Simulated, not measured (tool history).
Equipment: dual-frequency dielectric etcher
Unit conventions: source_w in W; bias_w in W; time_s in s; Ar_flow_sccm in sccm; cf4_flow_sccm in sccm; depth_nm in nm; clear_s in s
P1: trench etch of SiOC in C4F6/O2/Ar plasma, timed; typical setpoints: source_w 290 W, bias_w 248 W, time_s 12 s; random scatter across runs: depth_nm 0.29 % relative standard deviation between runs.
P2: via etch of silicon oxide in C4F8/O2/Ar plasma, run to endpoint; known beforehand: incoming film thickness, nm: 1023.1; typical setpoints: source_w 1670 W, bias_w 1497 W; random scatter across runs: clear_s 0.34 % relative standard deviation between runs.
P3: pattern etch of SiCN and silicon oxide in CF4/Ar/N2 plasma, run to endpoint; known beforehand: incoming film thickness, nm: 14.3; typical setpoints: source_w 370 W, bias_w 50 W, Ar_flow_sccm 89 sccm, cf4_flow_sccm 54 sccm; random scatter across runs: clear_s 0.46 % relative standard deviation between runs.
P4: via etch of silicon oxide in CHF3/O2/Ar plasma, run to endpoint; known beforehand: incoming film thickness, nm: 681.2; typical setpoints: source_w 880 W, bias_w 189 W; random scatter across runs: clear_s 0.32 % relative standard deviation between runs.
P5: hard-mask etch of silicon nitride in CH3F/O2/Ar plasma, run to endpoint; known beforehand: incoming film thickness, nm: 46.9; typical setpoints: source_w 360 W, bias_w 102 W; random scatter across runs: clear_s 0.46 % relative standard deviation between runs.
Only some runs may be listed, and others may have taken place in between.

run,hour,process,source_w,bias_w,time_s,Ar_flow_sccm,cf4_flow_sccm,depth_nm,clear_s
1,5.3,P1,290,248,12,,,24.872,
2,9,P2,1670,1497,,,,,237.65
3,15.2,P5,360,102,,,,,62.259
4,18.9,P3,370,50,,89,54,,22.638
5,25.5,P1,290,248,12,,,24.915,
6,31.9,P3,370,50,,89,68,,21.702
7,38.4,P3,370,50,,112,54,,23.803
8,41.5,P1,240,248,12,,,23.134,
9,45.1,P1,290,248,6.5,,,13.43,
10,49.2,P4,880,264,,,,,266.35
11,53.2,P1,290,300,12,,,26.506,
12,58.3,P4,880,189,,,,,299.94
# hour 64.1: wet clean of the chamber
13,64.8,P1,290,248,12,,,24.836,
14,69.3,P1,220,339,12,,,25.058,
15,74,P4,880,189,,,,,299.82
16,78.5,P2,1670,1497,,,,,235.67
17,83.6,P5,500,102,,,,,54.583
18,88.8,P3,220,50,,89,54,,35.858
19,94.2,P1,410,248,12,,,28.284,
20,98.8,P4,550,189,,,,,360.52
21,102.2,P1,290,248,12,,,24.768,
22,107.5,P2,1670,1920,,,,,221.37
23,112.7,P1,290,170,12,,,21.997,
24,117.4,P3,370,62,,89,54,,21.092
25,122.2,P5,360,61,,,,,74.023
26,126.7,P2,1060,1497,,,,,284.94
27,130,P1,290,248,12,,,24.858,
28,134.9,P1,290,248,12,,,24.714,
29,138.9,P1,290,248,16,,,33.055,
30,144.8,P1,290,248,12,,,24.794,
31,149.7,P1,290,248,12,,,24.737,
32,153.1,P1,290,248,12,,,24.698,
33,157.8,P1,290,248,12,,,24.595,
34,163,P1,290,248,12,,,24.599,
35,169.5,P1,290,248,12,,,24.515,
# hour 171.2: wet clean of the chamber
36,175.1,P1,290,248,12,,,24.539,
37,181.7,P1,290,248,12,,,24.452,
38,185.5,P1,290,248,12,,,24.293,
39,191.7,P1,290,248,12,,,24.418,
40,197.4,P1,290,248,12,,,24.509,

Something has made what P1 gives creep away from where it was; the 2 causes below, each at its own stated size, fit the log equally well:
A: source power that arrives under what is set, % = 4.37
B: bias power that arrives under what is set, % = 4.82
Creep in the process output first set in at about hour 144.8.
All other causes, with the reason each is excluded:
chamber walls in a state that lowers the etch rate, %: serviced at hour 171.2, after the change had begun; the process did not return to its earlier output

4 check runs are offered, each on 3 wafers whose results are averaged, their results left as question marks. Which one tells the causes apart?
check 1,203.1,P4,880,258,,,,,?
check 2,203.1,P2,1670,1860,,,,,?
check 3,203.1,P5,360,62,,,,,?
check 4,203.1,P3,300,50,,108,54,,?

Expected result of each check under each candidate cause:
check,result,if A,if B
check 1,clear_s,273.75,273.86
check 2,clear_s,227.43,226.56
check 3,clear_s,75.19,75.139
check 4,clear_s,29.437,28.777
Per check, the gap between the least separated pair of causes, taken in the result that splits them most: check 1 0.04 %; check 2 0.38 %; check 3 0.07 %; check 4 2.27 %
Of the check runs offered, only check 4 discriminates between the causes; the rest would read about the same regardless of which cause applies.

Running check 4 produced the following: clear_s 28.893 s. Which one of the listed causes fits?

It was cause B: bias power that arrives under what is set, %.
